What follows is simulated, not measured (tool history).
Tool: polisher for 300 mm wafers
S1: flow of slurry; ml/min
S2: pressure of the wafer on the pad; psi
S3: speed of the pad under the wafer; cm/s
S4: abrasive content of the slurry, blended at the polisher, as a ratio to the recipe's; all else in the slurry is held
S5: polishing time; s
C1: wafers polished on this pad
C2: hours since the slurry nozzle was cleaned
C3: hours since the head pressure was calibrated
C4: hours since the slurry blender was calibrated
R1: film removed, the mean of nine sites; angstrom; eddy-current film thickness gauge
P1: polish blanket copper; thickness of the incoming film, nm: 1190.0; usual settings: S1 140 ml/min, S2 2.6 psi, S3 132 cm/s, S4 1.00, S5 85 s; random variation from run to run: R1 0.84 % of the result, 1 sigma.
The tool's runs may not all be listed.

run 1 hour=5.3 | S1=140 S2=2.6 S3=132 S4=1.00 S5=85 | C1=753 C2=155.9 C3=521.9 C4=240.3 | R1=3585.1
run 2 hour=11.1 | S1=140 S2=2.6 S3=204 S4=1.00 S5=62 | C1=808 C2=161.7 C3=527.7 C4=246.1 | R1=4031.2
run 3 hour=14.7 | S1=140 S2=2.6 S3=132 S4=1.00 S5=85 | C1=841 C2=165.3 C3=531.3 C4=249.7 | R1=3546.4
run 4 hour=21.5 | S1=140 S2=2.6 S3=204 S4=1.00 S5=85 | C1=905 C2=172.1 C3=538.1 C4=256.5 | R1=5487.3
run 5 hour=26.6 | S1=140 S2=2.6 S3=132 S4=1.00 S5=123 | C1=952 C2=177.2 C3=543.2 C4=261.6 | R1=5121.6
run 6 hour=32.8 | S1=140 S2=2.6 S3=132 S4=1.00 S5=85 | C1=1010 C2=183.4 C3=549.4 C4=267.8 | R1=3559.2
run 7 hour=39.8 | S1=195 S2=2.6 S3=132 S4=1.00 S5=85 | C1=1076 C2=190.4 C3=556.4 C4=274.8 | R1=3834.6
run 8 hour=47.3 | S1=140 S2=2.6 S3=62 S4=1.00 S5=85 | C1=1146 C2=197.9 C3=563.9 C4=282.3 | R1=1663.0
run 9 hour=54.4 | S1=85 S2=2.6 S3=132 S4=1.00 S5=85 | C1=1212 C2=205.0 C3=571.0 C4=289.4 | R1=3217.7
-- hour=60.2 head pressure recalibrated
run 10 hour=61.0 | S1=140 S2=2.6 S3=132 S4=1.00 S5=85 | C1=1274 C2=211.6 C3=0.9 C4=296.0 | R1=3568.5
run 11 hour=64.6 | S1=140 S2=2.6 S3=132 S4=0.70 S5=85 | C1=1308 C2=215.2 C3=4.5 C4=299.6 | R1=3278.0
run 12 hour=68.6 | S1=140 S2=1.4 S3=132 S4=1.00 S5=85 | C1=1345 C2=219.2 C3=8.5 C4=303.6 | R1=1925.2
run 13 hour=74.1 | S1=140 S2=2.6 S3=132 S4=1.35 S5=85 | C1=1397 C2=224.7 C3=14.0 C4=309.1 | R1=3786.2
run 14 hour=78.0 | S1=140 S2=2.6 S3=132 S4=1.00 S5=54 | C1=1433 C2=228.6 C3=17.9 C4=313.0 | R1=2277.9
run 15 hour=82.7 | S1=140 S2=3.5 S3=132 S4=1.00 S5=85 | C1=1477 C2=233.3 C3=22.6 C4=317.7 | R1=4787.2
run 16 hour=86.6 | S1=140 S2=2.6 S3=132 S4=1.00 S5=85 | C1=1514 C2=237.2 C3=26.5 C4=321.6 | R1=3615.1
run 17 hour=90.3 | S1=140 S2=2.6 S3=132 S4=1.00 S5=85 | C1=1548 C2=240.9 C3=30.2 C4=325.3 | R1=3476.1
run 18 hour=93.9 | S1=140 S2=2.6 S3=132 S4=1.00 S5=85 | C1=1582 C2=244.5 C3=33.8 C4=328.9 | R1=3398.0
run 19 hour=99.4 | S1=140 S2=2.6 S3=132 S4=1.00 S5=85 | C1=1633 C2=250.0 C3=39.3 C4=334.4 | R1=3356.0
-- hour=100.1 slurry blender recalibrated
run 20 hour=103.1 | S1=140 S2=2.6 S3=132 S4=1.00 S5=85 | C1=1668 C2=253.7 C3=43.0 C4=3.0 | R1=3307.6
run 21 hour=108.0 | S1=140 S2=2.6 S3=132 S4=1.00 S5=85 | C1=1714 C2=258.6 C3=47.9 C4=7.9 | R1=3291.5
-- hour=111.9 worn pad replaced by a new one
run 22 hour=113.8 | S1=140 S2=2.6 S3=132 S4=1.00 S5=85 | C1=18 C2=264.4 C3=53.7 C4=13.7 | R1=3183.4
run 23 hour=120.1 | S1=140 S2=2.6 S3=132 S4=1.00 S5=85 | C1=77 C2=270.7 C3=60.0 C4=20.0 | R1=3247.2
run 24 hour=124.5 | S1=140 S2=2.6 S3=132 S4=1.00 S5=85 | C1=118 C2=275.1 C3=64.4 C4=24.4 | R1=3222.2

What P1 gives has crept away from where it was. These 2 causes fit the log equally well, each at the size given:
A: slurry flow missing at the pad, % = 35.6
B: head's pressure below its setpoint, % = 9.52
The creep began at about hour 86.6.
Why every other cause is out:
removal rate lost through wear of the pad, %: serviced at hour 111.9, which brought nothing back
abrasive missing from the slurry, %: serviced at hour 100.1, which brought nothing back

4 check runs are offered, each on 5 wafers whose results are averaged, their results left as question marks. Which one tells the causes apart?
run check 1 hour=128.9 | S1=140 S2=1.5 S3=132 S4=1.00 S5=85 | R1=?
run check 2 hour=128.9 | S1=140 S2=1.8 S3=100 S4=1.00 S5=85 | R1=?
run check 3 hour=128.9 | S1=140 S2=2.6 S3=132 S4=1.15 S5=114 | R1=?
run check 4 hour=128.9 | S1=105 S2=2.6 S3=132 S4=1.00 S5=85 | R1=?

What each check would give under each cause:
check=check_1 result=R1 if_A=1862.3 if_B=1862.3
check=check_2 result=R1 if_A=1693.0 if_B=1693.0
check=check_3 result=R1 if_A=4462.1 if_B=4462.1
check=check_4 result=R1 if_A=2951.5 if_B=3037.4
How far apart the two closest causes lie, in the result that separates them most: check 1 0 %; check 2 0 %; check 3 0 %; check 4 2.87 %
Only check 4 tells the causes apart: in the others they would give nearly the same result.

Check 4 was then run and gave: R1 3023.4 angstrom. Which cause is it?

It is B: head's pressure below its setpoint, %.
